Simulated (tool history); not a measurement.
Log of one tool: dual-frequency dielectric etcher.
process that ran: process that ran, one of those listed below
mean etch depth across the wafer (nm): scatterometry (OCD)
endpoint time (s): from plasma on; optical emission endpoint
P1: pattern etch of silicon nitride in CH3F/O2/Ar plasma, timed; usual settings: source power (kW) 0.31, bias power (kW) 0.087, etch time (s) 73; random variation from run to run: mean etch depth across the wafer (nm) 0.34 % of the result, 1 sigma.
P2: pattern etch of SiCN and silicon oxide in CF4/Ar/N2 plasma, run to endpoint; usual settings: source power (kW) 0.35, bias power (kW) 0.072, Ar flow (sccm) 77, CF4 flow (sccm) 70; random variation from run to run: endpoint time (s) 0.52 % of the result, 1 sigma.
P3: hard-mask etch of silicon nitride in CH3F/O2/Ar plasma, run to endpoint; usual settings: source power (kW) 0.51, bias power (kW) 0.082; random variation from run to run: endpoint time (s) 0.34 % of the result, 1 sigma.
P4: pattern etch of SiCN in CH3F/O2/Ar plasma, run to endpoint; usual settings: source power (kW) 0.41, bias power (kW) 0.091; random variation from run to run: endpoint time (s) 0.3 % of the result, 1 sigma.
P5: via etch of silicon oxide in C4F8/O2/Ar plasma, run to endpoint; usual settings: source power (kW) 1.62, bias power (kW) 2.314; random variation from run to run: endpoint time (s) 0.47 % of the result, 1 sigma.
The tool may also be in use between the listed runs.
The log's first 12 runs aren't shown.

run   hour  process that ran  source power (kW)  bias power (kW)  etch time (s)  Ar flow (sccm)  CF4 flow (sccm)  hours since the last wet clean  hours since the last source power generator calibration  hours since the last bias power generator calibration  mean etch depth across the wafer (nm)  endpoint time (s)
 13  147.6                P1               0.31            0.087             40                                                             60.7                                                   2281.4                                                 1211.3                                 27.062
 14  157.8                P5               1.62            2.314                                                                            70.9                                                   2291.6                                                 1221.5                                                    238.96
 15    170                P4               0.41            0.125                                                                            83.1                                                   2303.8                                                 1233.7                                                    24.768
 16  181.2                P1               0.31            0.087             73                                                             94.3                                                     2315                                                 1244.9                                  49.47
 17  191.1                P2               0.35            0.056                             77               70                           104.2                                                   2324.9                                                 1254.8                                                     18.68
 18  201.7                P5               1.05            2.314                                                                           114.8                                                   2335.5                                                 1265.4                                                    285.75
 19  214.9                P2               0.28            0.072                             77               70                             128                                                   2348.7                                                 1278.6                                                    21.338
 20  226.3                P1               0.21            0.087             73                                                            139.4                                                   2360.1                                                   1290                                 42.506
 21  236.3                P4               0.51            0.091                                                                           149.4                                                   2370.1                                                   1300                                                    25.729
 22  251.7                P2               0.35            0.072                             77               84                           164.8                                                   2385.5                                                 1315.4                                                    16.802
 23  263.1                P2               0.35            0.072                             77               70                           176.2                                                   2396.9                                                 1326.8                                                    17.188
 24  278.1                P1               0.31             0.06             55                                                            191.2                                                   2411.9                                                 1341.8                                 32.679
 25  291.4                P1               0.31            0.087             73                                                            204.5                                                   2425.2                                                 1355.1                                 49.388
 26  298.6                P1               0.31            0.059             73                                                            211.7                                                   2432.4                                                 1362.3                                 42.981
 27  310.2                P2               0.35            0.072                             47               70                           223.3                                                     2444                                                 1373.9                                                    16.155
 28  320.6                P2               0.35            0.072                             77               70                           233.7                                                   2454.4                                                 1384.3                                                    17.338

The next listed run, before its measurement:
 29  331.3                P3               0.32            0.082                                                                           244.4                                                   2465.1                                                   1395                                                         ?

endpoint time (s): 65.825

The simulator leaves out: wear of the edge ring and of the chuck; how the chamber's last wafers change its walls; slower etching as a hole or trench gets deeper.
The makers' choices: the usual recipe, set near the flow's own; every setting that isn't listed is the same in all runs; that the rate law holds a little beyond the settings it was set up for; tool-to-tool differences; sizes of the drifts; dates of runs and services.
